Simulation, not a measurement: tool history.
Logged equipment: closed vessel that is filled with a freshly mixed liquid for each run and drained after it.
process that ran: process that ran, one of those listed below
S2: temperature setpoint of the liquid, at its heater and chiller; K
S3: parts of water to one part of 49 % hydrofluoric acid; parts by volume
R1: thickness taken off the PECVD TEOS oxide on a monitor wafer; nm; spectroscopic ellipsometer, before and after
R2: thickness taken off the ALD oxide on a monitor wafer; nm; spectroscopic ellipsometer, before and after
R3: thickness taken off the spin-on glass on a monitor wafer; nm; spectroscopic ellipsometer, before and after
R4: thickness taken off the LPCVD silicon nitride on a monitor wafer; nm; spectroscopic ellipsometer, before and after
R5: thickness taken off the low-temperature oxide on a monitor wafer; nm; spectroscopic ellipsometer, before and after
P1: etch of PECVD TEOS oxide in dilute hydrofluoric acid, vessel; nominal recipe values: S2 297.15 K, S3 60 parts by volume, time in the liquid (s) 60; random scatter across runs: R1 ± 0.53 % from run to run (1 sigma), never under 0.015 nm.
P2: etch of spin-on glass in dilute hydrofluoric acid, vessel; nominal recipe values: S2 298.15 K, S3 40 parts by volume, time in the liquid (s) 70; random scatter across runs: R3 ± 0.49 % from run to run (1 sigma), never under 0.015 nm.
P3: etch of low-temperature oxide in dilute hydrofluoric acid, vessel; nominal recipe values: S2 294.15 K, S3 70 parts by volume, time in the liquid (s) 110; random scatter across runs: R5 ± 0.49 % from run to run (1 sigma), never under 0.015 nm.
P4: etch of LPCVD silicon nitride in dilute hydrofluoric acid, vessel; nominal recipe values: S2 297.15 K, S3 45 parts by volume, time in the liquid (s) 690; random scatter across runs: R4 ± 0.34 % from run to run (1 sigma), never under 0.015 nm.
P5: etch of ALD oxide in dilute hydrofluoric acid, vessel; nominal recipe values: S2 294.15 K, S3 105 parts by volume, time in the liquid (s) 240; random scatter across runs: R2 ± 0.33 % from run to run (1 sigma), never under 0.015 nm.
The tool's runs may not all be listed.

Run 1, day 0.379: process that ran P1, S2 297.15 K, S3 60 parts by volume, time in the liquid (s) 60. Result: R1 20.441 nm.
Run 2, day 0.750: process that ran P5, S2 294.15 K, S3 40 parts by volume, time in the liquid (s) 240. Result: R2 97.915 nm.
Run 3, day 1.046: process that ran P1, S2 297.15 K, S3 110 parts by volume, time in the liquid (s) 60. Result: R1 10.301 nm.
Run 4, day 1.279: process that ran P5, S2 290.65 K, S3 105 parts by volume, time in the liquid (s) 240. Result: R2 29.704 nm.
Run 5, day 1.675: process that ran P2, S2 298.15 K, S3 40 parts by volume, time in the liquid (s) 70. Result: R3 53.131 nm.
Run 6, day 2.025: process that ran P1, S2 297.15 K, S3 60 parts by volume, time in the liquid (s) 110. Result: R1 37.223 nm.
Run 7, day 2.400: process that ran P4, S2 297.15 K, S3 45 parts by volume, time in the liquid (s) 690. Result: R4 7.6537 nm.
Run 8, day 2.629: process that ran P1, S2 305.15 K, S3 60 parts by volume, time in the liquid (s) 35. Result: R1 16.260 nm.
Run 9, day 2.988: process that ran P2, S2 298.15 K, S3 40 parts by volume, time in the liquid (s) 70. Result: R3 53.149 nm.
Run 10, day 3.254: process that ran P1, S2 293.15 K, S3 60 parts by volume, time in the liquid (s) 115. Result: R1 32.966 nm.
Run 11, day 3.546: process that ran P4, S2 297.15 K, S3 45 parts by volume, time in the liquid (s) 1340. Result: R4 14.8380 nm.
Run 12, day 3.917: process that ran P1, S2 297.15 K, S3 35 parts by volume, time in the liquid (s) 60. Result: R1 36.171 nm.
Run 13, day 4.233: process that ran P4, S2 303.15 K, S3 45 parts by volume, time in the liquid (s) 690. Result: R4 11.3620 nm.
Run 14, day 4.438: process that ran P2, S2 298.15 K, S3 70 parts by volume, time in the liquid (s) 70. Result: R3 29.077 nm.
Run 15, day 4.742: process that ran P5, S2 294.15 K, S3 105 parts by volume, time in the liquid (s) 115. Result: R2 16.392 nm.
Run 16, day 5.125: process that ran P1, S2 297.15 K, S3 100 parts by volume, time in the liquid (s) 115. Result: R1 22.320 nm.
Run 17, day 5.388: process that ran P1, S2 297.15 K, S3 60 parts by volume, time in the liquid (s) 60. Result: R1 20.316 nm.
Run 18, day 5.596: process that ran P1, S2 297.15 K, S3 60 parts by volume, time in the liquid (s) 60. Result: R1 20.268 nm.
Run 19, day 5.883: process that ran P2, S2 298.15 K, S3 40 parts by volume, time in the liquid (s) 130. Result: R3 98.523 nm.
Run 20, day 6.200: process that ran P3, S2 294.15 K, S3 70 parts by volume, time in the liquid (s) 205. Result: R5 38.176 nm.
Run 21, day 6.458: process that ran P1, S2 297.15 K, S3 60 parts by volume, time in the liquid (s) 30. Result: R1 10.104 nm.
Run 22, day 6.721: process that ran P3, S2 294.15 K, S3 35 parts by volume, time in the liquid (s) 110. Result: R5 42.786 nm.
Run 23, day 6.950: process that ran P3, S2 294.15 K, S3 70 parts by volume, time in the liquid (s) 110. Result: R5 20.369 nm.
Run 24, day 7.217: process that ran P4, S2 297.15 K, S3 45 parts by volume, time in the liquid (s) 690. Result: R4 7.6717 nm.
Run 25, day 7.550: process that ran P3, S2 290.15 K, S3 70 parts by volume, time in the liquid (s) 110. Result: R5 17.236 nm.
Run 26, day 7.896: process that ran P5, S2 294.15 K, S3 105 parts by volume, time in the liquid (s) 240. Result: R2 34.201 nm.
Run 27, day 8.167: process that ran P1, S2 297.15 K, S3 60 parts by volume, time in the liquid (s) 60. Result: R1 20.326 nm.
Run 28, day 8.479: process that ran P2, S2 291.15 K, S3 40 parts by volume, time in the liquid (s) 70. Result: R3 39.759 nm.
Run 29, day 8.696: process that ran P3, S2 294.15 K, S3 70 parts by volume, time in the liquid (s) 110. Result: R5 20.535 nm.
Run 30, day 8.921: process that ran P4, S2 297.15 K, S3 60 parts by volume, time in the liquid (s) 690. Result: R4 5.7519 nm.
Run 31, day 9.150: process that ran P1, S2 304.65 K, S3 60 parts by volume, time in the liquid (s) 60. Result: R1 27.287 nm.
Run 32, day 9.379: process that ran P1, S2 290.15 K, S3 60 parts by volume, time in the liquid (s) 60. Result: R1 15.044 nm.
Run 33, day 9.612: process that ran P1, S2 297.15 K, S3 60 parts by volume, time in the liquid (s) 60. Result: R1 20.271 nm.
Run 34, day 9.929: process that ran P1, S2 297.15 K, S3 60 parts by volume, time in the liquid (s) 60. Result: R1 20.375 nm.
Run 35, day 10.283: process that ran P1, S2 297.15 K, S3 60 parts by volume, time in the liquid (s) 60. Result: R1 19.789 nm.
Run 36, day 10.712: process that ran P1, S2 297.15 K, S3 60 parts by volume, time in the liquid (s) 60. Result: R1 19.475 nm.
Run 37, day 11.088: process that ran P1, S2 297.15 K, S3 60 parts by volume, time in the liquid (s) 60. Result: R1 19.325 nm.
Run 38, day 11.479: process that ran P1, S2 297.15 K, S3 60 parts by volume, time in the liquid (s) 60. Result: R1 19.143 nm.
Run 39, day 11.812: process that ran P1, S2 297.15 K, S3 60 parts by volume, time in the liquid (s) 60. Result: R1 19.102 nm.
Run 40, day 12.238: process that ran P1, S2 297.15 K, S3 60 parts by volume, time in the liquid (s) 60. Result: R1 19.073 nm.
Run 41, day 12.658: process that ran P1, S2 297.15 K, S3 60 parts by volume, time in the liquid (s) 60. Result: R1 18.911 nm.
Run 42, day 13.054: process that ran P1, S2 297.15 K, S3 60 parts by volume, time in the liquid (s) 60. Result: R1 18.960 nm.
Run 43, day 13.317: process that ran P1, S2 297.15 K, S3 60 parts by volume, time in the liquid (s) 60. Result: R1 18.746 nm.
Run 44, day 13.646: process that ran P1, S2 297.15 K, S3 60 parts by volume, time in the liquid (s) 60. Result: R1 18.821 nm.
Run 45, day 13.983: process that ran P1, S2 297.15 K, S3 60 parts by volume, time in the liquid (s) 60. Result: R1 18.858 nm.

P1 has crept away from where it was. The log is fitted equally well by each of these 2 causes, at the sizes shown:
A: hydrofluoric acid flow below the setpoint (%) = 7.09
B: liquid colder than its thermometer reads (K) = 1.94
Creep in the process output first set in at about day 9.929.

Listed below are the offered check runs, one wafer per run, with question marks in place of results. For which of them would the causes give clearly different outcomes?
Run check 1, day 14.321: process that ran P2, S2 298.15 K, S3 40 parts by volume, time in the liquid (s) 70. Result: R3 ?.
Run check 2, day 14.321: process that ran P4, S2 297.15 K, S3 45 parts by volume, time in the liquid (s) 690. Result: R4 ?.
Run check 3, day 14.321: process that ran P5, S2 294.15 K, S3 105 parts by volume, time in the liquid (s) 240. Result: R2 ?.
Run check 4, day 14.321: process that ran P3, S2 294.15 K, S3 70 parts by volume, time in the liquid (s) 110. Result: R5 ?.

What every check run would give for each of its results, assuming each possible cause in turn:
  check  result    if A    if B
check 1      R3  49.175  49.038
check 2      R4  7.1234  6.7066
check 3      R2  31.593  31.693
check 4      R5  18.860  18.834
Smallest distance between any two causes, each pair judged by its most separating result, in per cent: check 1 0.28 %; check 2 6.03 %; check 3 0.31 %; check 4 0.14 %
The other checks would show nearly matching results whichever cause is true, so check 2 is the only one that separates the causes.

Here is what check 2 returned: R4 6.7140 nm. Which cause is it?

It was cause B: liquid colder than its thermometer reads (K).
